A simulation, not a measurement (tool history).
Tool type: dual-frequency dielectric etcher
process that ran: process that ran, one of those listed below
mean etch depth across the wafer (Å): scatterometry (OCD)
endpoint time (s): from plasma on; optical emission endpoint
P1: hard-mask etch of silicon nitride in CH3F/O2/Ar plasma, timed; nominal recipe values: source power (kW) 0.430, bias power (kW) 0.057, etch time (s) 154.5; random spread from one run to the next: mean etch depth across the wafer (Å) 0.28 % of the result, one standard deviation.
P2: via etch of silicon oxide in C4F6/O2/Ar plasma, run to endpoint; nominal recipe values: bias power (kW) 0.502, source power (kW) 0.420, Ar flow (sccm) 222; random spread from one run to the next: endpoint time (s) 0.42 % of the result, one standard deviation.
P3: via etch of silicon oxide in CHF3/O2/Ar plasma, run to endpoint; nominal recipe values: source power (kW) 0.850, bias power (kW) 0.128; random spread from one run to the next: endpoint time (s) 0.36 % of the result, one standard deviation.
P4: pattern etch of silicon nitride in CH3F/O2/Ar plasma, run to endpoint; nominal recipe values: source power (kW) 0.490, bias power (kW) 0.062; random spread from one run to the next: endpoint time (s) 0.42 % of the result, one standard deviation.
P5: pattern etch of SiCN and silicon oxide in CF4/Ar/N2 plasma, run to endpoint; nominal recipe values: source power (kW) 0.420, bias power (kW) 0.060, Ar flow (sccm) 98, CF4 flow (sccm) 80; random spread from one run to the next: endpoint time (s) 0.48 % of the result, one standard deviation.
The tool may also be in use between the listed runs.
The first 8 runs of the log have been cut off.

run	hour	process that ran	source power (kW)	bias power (kW)	etch time (s)	Ar flow (sccm)	CF4 flow (sccm)	hours since the last wet clean	hours since the last source power generator calibration	hours since the last bias power generator calibration	mean etch depth across the wafer (Å)	endpoint time (s)
9	102.2	P1	0.280	0.057	116.0			564.5	833.8	2278.2	658.98	
10	113.0	P3	0.850	0.128				575.3	844.6	2289.0		266.740
11	125.3	P1	0.430	0.042	154.5			587.6	856.9	2301.3	940.71	
12	140.9	P1	0.430	0.070	154.5			603.2	872.5	2316.9	1107.30	
13	149.7	P4	0.290	0.062				612.0	881.3	2325.7		72.834
# hour 160.3: bias power generator calibrated
14	168.9	P5	0.420	0.060		117	80	631.2	900.5	8.6		14.935
15	177.5	P2	0.420	0.502		150		639.8	909.1	17.2		27.638
16	193.9	P5	0.420	0.060		98	80	656.2	925.5	33.6		14.390
17	209.3	P5	0.420	0.060		98	96	671.6	940.9	49.0		13.965
18	227.7	P3	0.850	0.105				690.0	959.3	67.4		283.420
19	241.4	P2	0.420	0.502		222		703.7	973.0	81.1		29.140
20	250.6	P2	0.520	0.502		222		712.9	982.2	90.3		26.709
21	268.7	P2	0.420	0.702		222		731.0	1000.3	108.4		25.459
22	280.7	P1	0.320	0.057	154.5			743.0	1012.3	120.4	921.85	
23	289.8	P1	0.430	0.057	154.5			752.1	1021.4	129.5	1036.50	
24	299.8	P1	0.430	0.057	154.5			762.1	1031.4	139.5	1034.50	
25	318.5	P1	0.430	0.068	185.5			780.8	1050.1	158.2	1321.40	
26	336.8	P1	0.510	0.057	224.5			799.1	1068.4	176.5	1602.00	
27	347.5	P4	0.490	0.062				809.8	1079.1	187.2		59.614

Expected results for the next run?
28	363.0	P5	0.420	0.036		98	80	825.3	1094.6	202.7		?

Run 28 came out at endpoint time (s) 16.763.
